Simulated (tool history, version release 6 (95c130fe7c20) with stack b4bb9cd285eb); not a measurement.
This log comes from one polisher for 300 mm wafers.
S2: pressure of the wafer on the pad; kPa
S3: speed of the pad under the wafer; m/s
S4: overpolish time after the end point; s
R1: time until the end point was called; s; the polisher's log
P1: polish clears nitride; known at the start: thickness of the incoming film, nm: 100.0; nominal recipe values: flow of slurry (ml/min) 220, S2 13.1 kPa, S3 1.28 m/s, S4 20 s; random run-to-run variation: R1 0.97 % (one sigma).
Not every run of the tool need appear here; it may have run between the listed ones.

{"run": 1, "hour": 7.4, "flow of slurry (ml/min)": 220, "S2": 13.1, "S3": 1.28, "S4": 20, "R1": 137.79}
{"run": 2, "hour": 11.9, "flow of slurry (ml/min)": 220, "S2": 13.1, "S3": 1.28, "S4": 6, "R1": 137.08}
{"run": 3, "hour": 17.3, "flow of slurry (ml/min)": 220, "S2": 13.1, "S3": 1.28, "S4": 20, "R1": 137.3}
{"run": 4, "hour": 25.1, "flow of slurry (ml/min)": 220, "S2": 13.1, "S3": 1.28, "S4": 20, "R1": 136.38}
{"run": 5, "hour": 32.2, "flow of slurry (ml/min)": 320, "S2": 13.1, "S3": 1.28, "S4": 20, "R1": 133.96}
{"run": 6, "hour": 38.8, "flow of slurry (ml/min)": 130, "S2": 13.1, "S3": 1.28, "S4": 20, "R1": 148.55}
{"run": 7, "hour": 44.7, "flow of slurry (ml/min)": 290, "S2": 16.5, "S3": 1.28, "S4": 20, "R1": 105.57}
{"run": 8, "hour": 54.5, "flow of slurry (ml/min)": 220, "S2": 13.1, "S3": 1.28, "S4": 36, "R1": 134.99}
{"run": 9, "hour": 60.3, "flow of slurry (ml/min)": 220, "S2": 13.1, "S3": 0.58, "S4": 20, "R1": 301.27}
{"run": 10, "hour": 66.5, "flow of slurry (ml/min)": 220, "S2": 13.1, "S3": 1.94, "S4": 20, "R1": 88.989}
{"run": 11, "hour": 73.5, "flow of slurry (ml/min)": 220, "S2": 20.7, "S3": 1.28, "S4": 20, "R1": 86.67}
{"run": 12, "hour": 83.1, "flow of slurry (ml/min)": 220, "S2": 13.1, "S3": 1.28, "S4": 20, "R1": 135.76}
{"run": 13, "hour": 89.3, "flow of slurry (ml/min)": 220, "S2": 6.2, "S3": 1.28, "S4": 20, "R1": 284.19}
{"run": 14, "hour": 95.7, "flow of slurry (ml/min)": 220, "S2": 13.1, "S3": 1.28, "S4": 20, "R1": 137.03}
{"run": 15, "hour": 103.9, "flow of slurry (ml/min)": 220, "S2": 13.1, "S3": 1.28, "S4": 20, "R1": 138.17}
{"run": 16, "hour": 112.2, "flow of slurry (ml/min)": 220, "S2": 13.1, "S3": 1.28, "S4": 20, "R1": 142.52}
{"run": 17, "hour": 116.7, "flow of slurry (ml/min)": 220, "S2": 13.1, "S3": 1.28, "S4": 20, "R1": 143.89}
{"hour": 119.5, "done": "head pressure recalibrated"}
{"run": 18, "hour": 124.6, "flow of slurry (ml/min)": 220, "S2": 13.1, "S3": 1.28, "S4": 20, "R1": 146.46}
{"run": 19, "hour": 129.5, "flow of slurry (ml/min)": 220, "S2": 13.1, "S3": 1.28, "S4": 20, "R1": 147.08}
{"run": 20, "hour": 136.7, "flow of slurry (ml/min)": 220, "S2": 13.1, "S3": 1.28, "S4": 20, "R1": 148.13}
{"run": 21, "hour": 143.2, "flow of slurry (ml/min)": 220, "S2": 13.1, "S3": 1.28, "S4": 20, "R1": 147.2}
{"run": 22, "hour": 148.7, "flow of slurry (ml/min)": 220, "S2": 13.1, "S3": 1.28, "S4": 20, "R1": 149.05}

The log shows P1 creeping away from where it was. Any of the 2 causes listed here, at the size stated for it, fits the log just as well as the others:
A: removal rate lost through wear of the pad, % = 7.48
B: slurry flow missing at the pad, % = 39.8
The drift started at roughly hour 95.7.
All other causes, with the reason each is excluded:
head's pressure below its setpoint, %: work on it at hour 119.5, done after the drift set in, did not restore what the process gave before

4 check runs are offered, each on 3 wafers whose results are averaged, their results left as question marks. Which one tells the causes apart?
{"run": "check 1", "hour": 154.2, "flow of slurry (ml/min)": 220, "S2": 13.1, "S3": 1.92, "S4": 6, "R1": "?"}
{"run": "check 2", "hour": 154.2, "flow of slurry (ml/min)": 220, "S2": 18.6, "S3": 1.28, "S4": 20, "R1": "?"}
{"run": "check 3", "hour": 154.2, "flow of slurry (ml/min)": 220, "S2": 13.1, "S3": 1.9, "S4": 33, "R1": "?"}
{"run": "check 4", "hour": 154.2, "flow of slurry (ml/min)": 130, "S2": 13.1, "S3": 1.28, "S4": 6, "R1": "?"}

How each check would come out, cause by cause:
check=check_1 result=R1 if_A=98.65 if_B=98.663
check=check_2 result=R1 if_A=104.13 if_B=104.14
check=check_3 result=R1 if_A=99.688 if_B=99.701
check=check_4 result=R1 if_A=160.54 if_B=168.39
Separation of the two closest causes in each check, using whichever result separates them best: check 1 0.01 %; check 2 0.01 %; check 3 0.01 %; check 4 4.77 %
Only in check 4 would the causes give clearly different results; in the remaining checks their results would be nearly the same.

Here is what check 4 returned: R1 168.63 s. Which cause is it?

It was cause B: slurry flow missing at the pad, %.
